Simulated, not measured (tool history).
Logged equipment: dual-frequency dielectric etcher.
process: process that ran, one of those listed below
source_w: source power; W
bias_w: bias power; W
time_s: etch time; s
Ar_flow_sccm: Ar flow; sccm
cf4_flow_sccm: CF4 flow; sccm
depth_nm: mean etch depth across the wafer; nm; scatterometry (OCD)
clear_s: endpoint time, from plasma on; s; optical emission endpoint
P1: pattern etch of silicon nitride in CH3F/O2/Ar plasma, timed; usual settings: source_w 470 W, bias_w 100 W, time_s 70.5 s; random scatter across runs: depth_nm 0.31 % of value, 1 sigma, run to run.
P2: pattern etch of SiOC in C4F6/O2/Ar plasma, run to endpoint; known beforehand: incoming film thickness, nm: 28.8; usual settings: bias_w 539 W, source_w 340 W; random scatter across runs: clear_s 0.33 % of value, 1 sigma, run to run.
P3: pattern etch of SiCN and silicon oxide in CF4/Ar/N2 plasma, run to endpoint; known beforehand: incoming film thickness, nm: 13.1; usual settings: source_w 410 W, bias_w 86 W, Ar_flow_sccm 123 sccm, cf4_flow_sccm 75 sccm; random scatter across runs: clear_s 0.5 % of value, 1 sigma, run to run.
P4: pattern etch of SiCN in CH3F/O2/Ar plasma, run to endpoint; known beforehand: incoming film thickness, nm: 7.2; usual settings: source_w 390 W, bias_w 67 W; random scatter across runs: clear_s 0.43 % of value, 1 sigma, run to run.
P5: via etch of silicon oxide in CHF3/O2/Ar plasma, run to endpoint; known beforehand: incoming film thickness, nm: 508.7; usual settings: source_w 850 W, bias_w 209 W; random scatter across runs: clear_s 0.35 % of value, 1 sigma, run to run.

{"run": 1, "hour": 4.9, "process": "P1", "source_w": 470, "bias_w": 100, "time_s": 70.5, "depth_nm": 59.741}
{"run": 2, "hour": 8.0, "process": "P5", "source_w": 680, "bias_w": 209, "clear_s": 235.52}
{"run": 3, "hour": 12.6, "process": "P1", "source_w": 470, "bias_w": 136, "time_s": 70.5, "depth_nm": 66.812}
{"run": 4, "hour": 17.8, "process": "P5", "source_w": 850, "bias_w": 170, "clear_s": 231.48}
{"run": 5, "hour": 22.2, "process": "P3", "source_w": 410, "bias_w": 86, "Ar_flow_sccm": 123, "cf4_flow_sccm": 98, "clear_s": 15.372}
{"run": 6, "hour": 24.9, "process": "P5", "source_w": 850, "bias_w": 209, "clear_s": 214.27}
{"run": 7, "hour": 30.6, "process": "P4", "source_w": 390, "bias_w": 85, "clear_s": 18.242}
{"hour": 33.1, "done": "source power generator calibrated"}
{"run": 8, "hour": 34.6, "process": "P3", "source_w": 410, "bias_w": 68, "Ar_flow_sccm": 123, "cf4_flow_sccm": 75, "clear_s": 17.439}
{"run": 9, "hour": 37.4, "process": "P1", "source_w": 470, "bias_w": 100, "time_s": 70.5, "depth_nm": 59.757}
{"run": 10, "hour": 42.8, "process": "P3", "source_w": 540, "bias_w": 86, "Ar_flow_sccm": 123, "cf4_flow_sccm": 75, "clear_s": 12.793}
{"run": 11, "hour": 46.0, "process": "P2", "source_w": 340, "bias_w": 539, "clear_s": 10.101}
{"run": 12, "hour": 51.5, "process": "P2", "source_w": 210, "bias_w": 539, "clear_s": 11.978}
{"run": 13, "hour": 56.7, "process": "P3", "source_w": 410, "bias_w": 86, "Ar_flow_sccm": 93, "cf4_flow_sccm": 75, "clear_s": 15.526}
{"run": 14, "hour": 60.3, "process": "P1", "source_w": 470, "bias_w": 100, "time_s": 50, "depth_nm": 42.153}
{"run": 15, "hour": 64.3, "process": "P1", "source_w": 470, "bias_w": 100, "time_s": 70.5, "depth_nm": 59.596}
{"run": 16, "hour": 68.7, "process": "P1", "source_w": 470, "bias_w": 59, "time_s": 70.5, "depth_nm": 49.582}
{"run": 17, "hour": 74.1, "process": "P2", "source_w": 340, "bias_w": 539, "clear_s": 10.088}
{"run": 18, "hour": 77.8, "process": "P1", "source_w": 270, "bias_w": 100, "time_s": 70.5, "depth_nm": 48.363}
{"run": 19, "hour": 83.2, "process": "P3", "source_w": 410, "bias_w": 86, "Ar_flow_sccm": 123, "cf4_flow_sccm": 75, "clear_s": 16.123}
{"run": 20, "hour": 88.9, "process": "P1", "source_w": 590, "bias_w": 100, "time_s": 70.5, "depth_nm": 64.595}
{"run": 21, "hour": 91.6, "process": "P2", "source_w": 340, "bias_w": 434, "clear_s": 10.962}
{"run": 22, "hour": 95.4, "process": "P1", "source_w": 470, "bias_w": 100, "time_s": 70.5, "depth_nm": 59.345}
{"hour": 96.1, "done": "bias power generator calibrated"}
{"run": 23, "hour": 99.9, "process": "P3", "source_w": 410, "bias_w": 86, "Ar_flow_sccm": 123, "cf4_flow_sccm": 75, "clear_s": 16.287}
{"run": 24, "hour": 104.9, "process": "P1", "source_w": 590, "bias_w": 79, "time_s": 70.5, "depth_nm": 59.7}
{"run": 25, "hour": 108.5, "process": "P4", "source_w": 390, "bias_w": 67, "clear_s": 19.909}
{"run": 26, "hour": 111.4, "process": "P1", "source_w": 470, "bias_w": 100, "time_s": 70.5, "depth_nm": 59.521}
{"run": 27, "hour": 113.9, "process": "P1", "source_w": 470, "bias_w": 100, "time_s": 87, "depth_nm": 73.834}
{"run": 28, "hour": 116.7, "process": "P4", "source_w": 250, "bias_w": 67, "clear_s": 23.319}
{"run": 29, "hour": 120.6, "process": "P1", "source_w": 470, "bias_w": 100, "time_s": 70.5, "depth_nm": 59.802}
{"run": 30, "hour": 125.3, "process": "P1", "source_w": 470, "bias_w": 100, "time_s": 70.5, "depth_nm": 60.179}
{"run": 31, "hour": 130.8, "process": "P1", "source_w": 470, "bias_w": 100, "time_s": 70.5, "depth_nm": 60.71}
{"run": 32, "hour": 135.9, "process": "P1", "source_w": 470, "bias_w": 100, "time_s": 70.5, "depth_nm": 60.732}
{"hour": 138.9, "done": "wet clean of the chamber"}
{"run": 33, "hour": 138.9, "process": "P1", "source_w": 470, "bias_w": 100, "time_s": 70.5, "depth_nm": 60.419}
{"run": 34, "hour": 142.1, "process": "P1", "source_w": 470, "bias_w": 100, "time_s": 70.5, "depth_nm": 60.093}
{"run": 35, "hour": 147.8, "process": "P1", "source_w": 470, "bias_w": 100, "time_s": 70.5, "depth_nm": 60.806}

Something has made what P1 gives creep away from where it was; the 2 causes below, each at its own stated size, fit the log equally well:
A: bias power that arrives over what is set, % = 4.35
B: source power that arrives over what is set, % = 4.25
The process output started creeping at around hour 120.6.
Excluded causes, each with its reason:
chamber walls in a state that raises the etch rate, %: maintenance at hour 138.9, after the shift began, did not return the process to its former output

Which of the check runs below tells the causes apart, meaning the causes would give it clearly different results? Each run uses 3 wafers whose results are averaged, and each result is shown as a question mark.
{"run": "check 1", "hour": 153.5, "process": "P4", "source_w": 390, "bias_w": 67, "clear_s": "?"}
{"run": "check 2", "hour": 153.5, "process": "P3", "source_w": 410, "bias_w": 86, "Ar_flow_sccm": 123, "cf4_flow_sccm": 75, "clear_s": "?"}
{"run": "check 3", "hour": 153.5, "process": "P2", "source_w": 340, "bias_w": 539, "clear_s": "?"}
{"run": "check 4", "hour": 153.5, "process": "P5", "source_w": 850, "bias_w": 209, "clear_s": "?"}

What every check run would give for each of its results, assuming each possible cause in turn:
check=check_1 result=clear_s if_A=19.539 if_B=19.523
check=check_2 result=clear_s if_A=15.897 if_B=15.565
check=check_3 result=clear_s if_A=9.9265 if_B=9.9361
check=check_4 result=clear_s if_A=212.36 if_B=212.06
Smallest distance between any two causes, each pair judged by its most separating result, in per cent: check 1 0.08 %; check 2 2.11 %; check 3 0.1 %; check 4 0.14 %
Only in check 2 would the causes give clearly different results; in the remaining checks their results would be nearly the same.

Check 2 was then run and gave: clear_s 15.949 s. Which cause is it?

A is the cause: bias power that arrives over what is set, %.
